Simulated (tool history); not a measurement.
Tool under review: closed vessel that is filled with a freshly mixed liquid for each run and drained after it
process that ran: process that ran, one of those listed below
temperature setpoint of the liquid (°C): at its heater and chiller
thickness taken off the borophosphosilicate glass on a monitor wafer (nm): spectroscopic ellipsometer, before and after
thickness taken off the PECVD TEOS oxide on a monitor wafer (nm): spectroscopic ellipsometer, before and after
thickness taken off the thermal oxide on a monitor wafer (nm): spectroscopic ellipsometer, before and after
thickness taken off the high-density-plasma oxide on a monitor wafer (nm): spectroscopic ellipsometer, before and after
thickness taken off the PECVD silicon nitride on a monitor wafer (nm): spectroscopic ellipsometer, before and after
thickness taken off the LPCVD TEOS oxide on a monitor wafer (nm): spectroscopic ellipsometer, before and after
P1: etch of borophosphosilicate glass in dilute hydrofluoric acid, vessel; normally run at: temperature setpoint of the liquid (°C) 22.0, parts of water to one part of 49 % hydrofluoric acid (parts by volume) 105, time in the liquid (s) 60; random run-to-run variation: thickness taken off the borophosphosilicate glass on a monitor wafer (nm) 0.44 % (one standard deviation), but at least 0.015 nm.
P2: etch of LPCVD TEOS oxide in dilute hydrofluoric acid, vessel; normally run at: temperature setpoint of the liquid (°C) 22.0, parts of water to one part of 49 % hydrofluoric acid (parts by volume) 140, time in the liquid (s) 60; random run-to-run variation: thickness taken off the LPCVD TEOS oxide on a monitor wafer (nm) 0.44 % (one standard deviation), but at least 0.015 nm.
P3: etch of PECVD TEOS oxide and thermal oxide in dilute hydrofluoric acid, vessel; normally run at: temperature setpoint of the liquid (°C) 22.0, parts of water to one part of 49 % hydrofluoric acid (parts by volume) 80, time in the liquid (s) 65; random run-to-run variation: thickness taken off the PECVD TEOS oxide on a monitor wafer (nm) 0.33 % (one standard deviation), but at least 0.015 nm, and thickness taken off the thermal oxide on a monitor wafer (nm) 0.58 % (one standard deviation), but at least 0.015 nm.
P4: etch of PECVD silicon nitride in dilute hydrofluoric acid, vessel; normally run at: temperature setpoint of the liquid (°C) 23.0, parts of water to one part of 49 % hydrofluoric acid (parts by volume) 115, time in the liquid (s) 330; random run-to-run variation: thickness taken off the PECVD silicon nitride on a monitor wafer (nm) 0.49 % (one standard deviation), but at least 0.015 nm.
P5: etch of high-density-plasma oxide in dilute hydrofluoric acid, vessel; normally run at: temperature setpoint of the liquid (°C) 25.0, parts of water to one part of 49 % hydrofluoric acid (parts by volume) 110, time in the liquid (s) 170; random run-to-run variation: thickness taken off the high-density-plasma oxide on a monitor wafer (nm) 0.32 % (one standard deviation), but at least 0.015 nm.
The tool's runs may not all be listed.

| run | day | process that ran | temperature setpoint of the liquid (°C) | parts of water to one part of 49 % hydrofluoric acid (parts by volume) | time in the liquid (s) | thickness taken off the borophosphosilicate glass on a monitor wafer (nm) | thickness taken off the PECVD TEOS oxide on a monitor wafer (nm) | thickness taken off the thermal oxide on a monitor wafer (nm) | thickness taken off the high-density-plasma oxide on a monitor wafer (nm) | thickness taken off the PECVD silicon nitride on a monitor wafer (nm) | thickness taken off the LPCVD TEOS oxide on a monitor wafer (nm) |
|---|---|---|---|---|---|---|---|---|---|---|---|
| 1 | 0.283 | P1 | 22.0 | 105 | 60 | 30.114 |  |  |  |  |  |
| 2 | 0.542 | P1 | 22.0 | 105 | 60 | 30.268 |  |  |  |  |  |
| 3 | 0.821 | P3 | 22.0 | 80 | 65 |  | 10.6620 | 3.8043 |  |  |  |
| 4 | 1.000 | P3 | 22.0 | 80 | 30 |  | 4.8765 | 1.7454 |  |  |  |
| 5 | 1.142 | P1 | 22.0 | 60 | 85 | 78.437 |  |  |  |  |  |
| 6 | 1.392 | P1 | 22.0 | 105 | 95 | 47.455 |  |  |  |  |  |
| 7 | 1.538 | P1 | 22.0 | 60 | 30 | 27.667 |  |  |  |  |  |
| 8 | 1.771 | P1 | 22.0 | 105 | 30 | 14.932 |  |  |  |  |  |
| 9 | 1.942 | P5 | 25.0 | 195 | 170 |  |  |  | 5.1062 |  |  |
| 10 | 2.112 | P1 | 22.0 | 105 | 60 | 29.937 |  |  |  |  |  |
| 11 | 2.400 | P4 | 23.0 | 65 | 330 |  |  |  |  | 10.4410 |  |
| 12 | 2.546 | P4 | 23.0 | 115 | 330 |  |  |  |  | 5.9706 |  |
| 13 | 2.817 | P1 | 22.0 | 55 | 60 | 60.962 |  |  |  |  |  |
| 14 | 2.983 | P1 | 17.0 | 105 | 60 | 24.319 |  |  |  |  |  |
| 15 | 3.225 | P1 | 22.0 | 105 | 60 | 30.056 |  |  |  |  |  |
| 16 | 3.375 | P5 | 30.0 | 110 | 170 |  |  |  | 12.1500 |  |  |
| 17 | 3.662 | P4 | 17.0 | 115 | 330 |  |  |  |  | 3.9189 |  |
| 18 | 3.900 | P5 | 25.0 | 110 | 170 |  |  |  | 10.0190 |  |  |
| 19 | 4.108 | P2 | 17.0 | 140 | 60 |  |  |  |  |  | 7.9401 |
| 20 | 4.246 | P2 | 22.0 | 30 | 60 |  |  |  |  |  | 51.3880 |
| 21 | 4.421 | P4 | 23.0 | 115 | 165 |  |  |  |  | 2.9739 |  |
| 22 | 4.692 | P1 | 28.5 | 105 | 60 | 38.393 |  |  |  |  |  |
| 23 | 4.842 | P1 | 22.0 | 165 | 60 | 17.890 |  |  |  |  |  |
| 24 | 5.125 | P2 | 22.0 | 140 | 60 |  |  |  |  |  | 9.7081 |
|  | 5.158 | thermometer replaced |
| 25 | 5.271 | P3 | 27.0 | 80 | 65 |  | 12.9160 | 4.6857 |  |  |  |
| 26 | 5.458 | P3 | 22.0 | 40 | 65 |  | 22.2840 | 7.9404 |  |  |  |
| 27 | 5.608 | P1 | 22.0 | 105 | 60 | 29.834 |  |  |  |  |  |
| 28 | 5.846 | P5 | 25.0 | 110 | 40 |  |  |  | 2.3602 |  |  |
| 29 | 6.104 | P3 | 22.0 | 80 | 65 |  | 10.5570 | 3.8188 |  |  |  |
| 30 | 6.375 | P2 | 22.0 | 140 | 30 |  |  |  |  |  | 4.8553 |
| 31 | 6.612 | P1 | 22.0 | 105 | 60 | 30.041 |  |  |  |  |  |
| 32 | 6.854 | P1 | 22.0 | 105 | 60 | 30.504 |  |  |  |  |  |
| 33 | 7.079 | P1 | 22.0 | 105 | 60 | 31.286 |  |  |  |  |  |
| 34 | 7.367 | P1 | 22.0 | 105 | 60 | 31.406 |  |  |  |  |  |
| 35 | 7.612 | P1 | 22.0 | 105 | 60 | 31.381 |  |  |  |  |  |
| 36 | 7.775 | P1 | 22.0 | 105 | 60 | 31.378 |  |  |  |  |  |
| 37 | 7.971 | P1 | 22.0 | 105 | 60 | 31.575 |  |  |  |  |  |
| 38 | 8.250 | P1 | 22.0 | 105 | 60 | 31.946 |  |  |  |  |  |
| 39 | 8.446 | P1 | 22.0 | 105 | 60 | 31.865 |  |  |  |  |  |

The output of P1 has drifted from where it used to be. Each of the 2 causes below, taken at the size shown beside it, accounts for the log equally well:
A: liquid hotter than its thermometer reads (K) = 1.39
B: hydrofluoric acid flow above the setpoint (%) = 5.08
The onset of the drift is placed at about day 6.612.

Question marks stand in for the results of the 4 check runs listed below, each run on one wafer. Under which run would the listed causes show clearly different results?
| check 1 | 8.642 | P2 | 17.0 | 140 | 60 |  |  |  |  |  | ? |
| check 2 | 8.642 | P5 | 25.0 | 140 | 75 |  |  |  | ? |  |  |
| check 3 | 8.642 | P4 | 20.0 | 115 | 330 |  |  |  |  | ? |  |
| check 4 | 8.642 | P3 | 22.0 | 45 | 30 |  | ? | ? |  |  |  |

Predicted outcomes, by check and by cause:
| check | result | if A | if B |
|---|---|---|---|
| check 1 | thickness taken off the LPCVD TEOS oxide on a monitor wafer (nm) | 8.3844 | 8.3787 |
| check 2 | thickness taken off the high-density-plasma oxide on a monitor wafer (nm) | 3.5352 | 3.5530 |
| check 3 | thickness taken off the PECVD silicon nitride on a monitor wafer (nm) | 5.3254 | 5.0901 |
| check 4 | thickness taken off the PECVD TEOS oxide on a monitor wafer (nm) | 9.6103 | 9.5567 |
| check 4 | thickness taken off the thermal oxide on a monitor wafer (nm) | 3.4482 | 3.4290 |
Separation of the two closest causes in each check, using whichever result separates them best: check 1 0.07 %; check 2 0.5 %; check 3 4.52 %; check 4 0.56 %
Of the check runs offered, only check 3 discriminates between the causes; the rest would read about the same regardless of which cause applies.

Check 3 was then run and gave: thickness taken off the PECVD silicon nitride on a monitor wafer (nm) 5.0581. Which cause is it?

Of the candidate causes, it is B: hydrofluoric acid flow above the setpoint (%).
